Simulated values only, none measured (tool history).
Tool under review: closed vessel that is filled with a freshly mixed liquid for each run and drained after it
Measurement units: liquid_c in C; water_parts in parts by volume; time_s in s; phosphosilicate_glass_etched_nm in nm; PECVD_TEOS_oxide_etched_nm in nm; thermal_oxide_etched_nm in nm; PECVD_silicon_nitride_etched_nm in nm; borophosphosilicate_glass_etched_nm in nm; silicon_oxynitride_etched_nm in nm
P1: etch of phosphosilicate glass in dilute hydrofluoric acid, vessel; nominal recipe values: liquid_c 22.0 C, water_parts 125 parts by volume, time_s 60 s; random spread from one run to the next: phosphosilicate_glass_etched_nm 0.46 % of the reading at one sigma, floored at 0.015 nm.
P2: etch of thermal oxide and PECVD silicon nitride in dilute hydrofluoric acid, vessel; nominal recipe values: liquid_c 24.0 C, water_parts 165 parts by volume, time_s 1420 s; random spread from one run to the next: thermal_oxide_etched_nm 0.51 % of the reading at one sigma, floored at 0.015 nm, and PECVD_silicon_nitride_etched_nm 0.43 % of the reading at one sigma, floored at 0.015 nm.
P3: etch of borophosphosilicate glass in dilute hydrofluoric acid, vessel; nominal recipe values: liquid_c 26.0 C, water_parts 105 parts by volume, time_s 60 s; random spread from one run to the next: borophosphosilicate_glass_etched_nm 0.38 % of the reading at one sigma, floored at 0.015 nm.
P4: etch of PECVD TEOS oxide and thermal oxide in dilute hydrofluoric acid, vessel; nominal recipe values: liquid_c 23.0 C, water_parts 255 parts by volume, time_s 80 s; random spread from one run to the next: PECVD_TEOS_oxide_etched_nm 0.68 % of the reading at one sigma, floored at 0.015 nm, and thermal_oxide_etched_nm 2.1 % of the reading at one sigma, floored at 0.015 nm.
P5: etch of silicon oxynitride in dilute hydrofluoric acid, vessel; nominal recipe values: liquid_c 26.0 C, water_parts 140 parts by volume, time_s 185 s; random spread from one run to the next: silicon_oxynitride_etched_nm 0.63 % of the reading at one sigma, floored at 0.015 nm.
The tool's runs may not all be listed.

run	hour	process	liquid_c	water_parts	time_s	hours since the thermometer was replaced	hours since the hydrofluoric acid flow meter was replaced	phosphosilicate_glass_etched_nm	PECVD_TEOS_oxide_etched_nm	thermal_oxide_etched_nm	PECVD_silicon_nitride_etched_nm	borophosphosilicate_glass_etched_nm	silicon_oxynitride_etched_nm
1	7.3	P1	22.0	125	60	1067.7	70.5	34.591					
2	19.3	P4	23.0	255	150	1079.7	82.5		7.5586	2.44540			
3	26.7	P2	24.0	165	1420	1087.1	89.9			35.57100	30.57000		
4	36.9	P1	22.0	125	60	1097.3	100.1	34.672					
5	46.5	P1	22.0	125	60	1106.9	109.7	34.601					
6	54.2	P4	23.0	255	80	1114.6	117.4		3.9469	1.20800			
7	65.8	P2	18.5	165	1420	1126.2	129.0			28.94700	21.37300		
8	71.3	P1	22.0	125	90	1131.7	134.5	51.836					
9	80.0	P3	26.0	150	60	1140.4	143.2					23.196	
10	85.6	P4	23.0	370	80	1146.0	148.8		2.4581	0.77968			
11	94.6	P1	22.0	125	30	1155.0	157.8	17.173					
12	105.2	P5	34.0	140	185	1165.6	168.4						6.9195
13	111.0	P4	23.0	255	80	1171.4	174.2		3.9718	1.23140			
14	118.6	P3	26.0	105	60	1179.0	181.8					34.741	
15	130.5	P1	25.5	125	30	1190.9	193.7	19.626					
16	137.5	P2	24.0	165	35	1197.9	200.7			0.88646	0.77146		
17	144.2	P5	26.0	240	185	1204.6	207.4						2.6076
18	150.3	P1	22.0	125	60	1210.7	213.5	34.434					
19	158.4	P1	22.0	55	60	1218.8	221.6	85.700					
20	165.8	P1	22.0	125	60	1226.2	229.0	34.405					
21	171.9	P1	22.0	170	60	1232.3	235.1	24.297					
22	179.2	P2	24.0	55	1420	1239.6	242.4			122.44000	90.48100		
23	186.2	P3	26.0	105	60	1246.6	249.4					34.931	
24	191.6	P5	26.0	140	185	1252.0	254.8						4.8294
25	197.9	P1	22.0	125	60	1258.3	261.1	34.461					
26	208.4	P4	17.0	255	80	1268.8	271.6		3.2130	1.00920			
27	220.3	P3	26.0	105	30	1280.7	283.5					17.427	
28	231.5	P1	22.0	125	60	1291.9	294.7	34.515					
29	238.3	P5	26.0	140	100	1298.7	301.5						2.6517
30	247.0	P1	17.0	125	60	1307.4	310.2	28.373					
31	253.3	P1	30.0	125	60	1313.7	316.5	46.678					
32	261.7	P3	32.5	105	60	1322.1	324.9					44.837	
33	271.2	P1	22.0	125	60	1331.6	334.4	34.678					
34	278.2	P1	22.0	125	60	1338.6	341.4	33.901					
35	285.3	P1	22.0	125	60	1345.7	348.5	33.349					
36	297.1	P1	22.0	125	60	1357.5	360.3	32.802					
37	302.5	P1	22.0	125	60	1362.9	365.7	32.469					
38	311.7	P1	22.0	125	60	1372.1	374.9	32.554					
39	321.5	P1	22.0	125	60	1381.9	384.7	32.019					
40	327.6	P1	22.0	125	60	1388.0	390.8	32.267					
41	333.0	P1	22.0	125	60	1393.4	396.2	32.070					
42	338.6	P1	22.0	125	60	1399.0	401.8	32.170					
43	346.3	P1	22.0	125	60	1406.7	409.5	32.121					
44	353.3	P1	22.0	125	60	1413.7	416.5	32.414					

P1 has crept away from where it was. The log is fitted equally well by each of these 2 causes, at the sizes shown:
A: liquid colder than its thermometer reads (K) = 1.78
B: hydrofluoric acid flow below the setpoint (%) = 6.02
The creep began at about hour 271.2.

Which of the 4 check runs listed below separates the causes, so that each cause would produce a clearly different result? Each run uses one wafer, and its results are marked with question marks.
check 1	360.3	P3	26.0	145	30							?	
check 2	360.3	P5	33.0	195	185								?
check 3	360.3	P2	24.0	95	350					?	?		
check 4	360.3	P4	17.0	255	140				?	?			

What every check run would give for each of its results, assuming each possible cause in turn:
check	result	if A	if B
check 1	borophosphosilicate_glass_etched_nm	11.242	11.178
check 2	silicon_oxynitride_etched_nm	4.1758	4.1711
check 3	thermal_oxide_etched_nm	15.45300	15.47900
check 3	PECVD_silicon_nitride_etched_nm	11.53000	12.20700
check 4	PECVD_TEOS_oxide_etched_nm	5.1908	5.1574
check 4	thermal_oxide_etched_nm	1.63630	1.62570
Distance between the nearest two causes, measured in the result of the check that separates them most: check 1 0.57 %; check 2 0.11 %; check 3 5.71 %; check 4 0.65 %
Check 3 distinguishes between the causes, while the remaining checks would return nearly the same result for all of them.

Here is what check 3 returned: thermal_oxide_etched_nm 15.59100 nm; PECVD_silicon_nitride_etched_nm 12.31400 nm. Which cause is it?

The correct cause is B, namely: hydrofluoric acid flow below the setpoint (%).
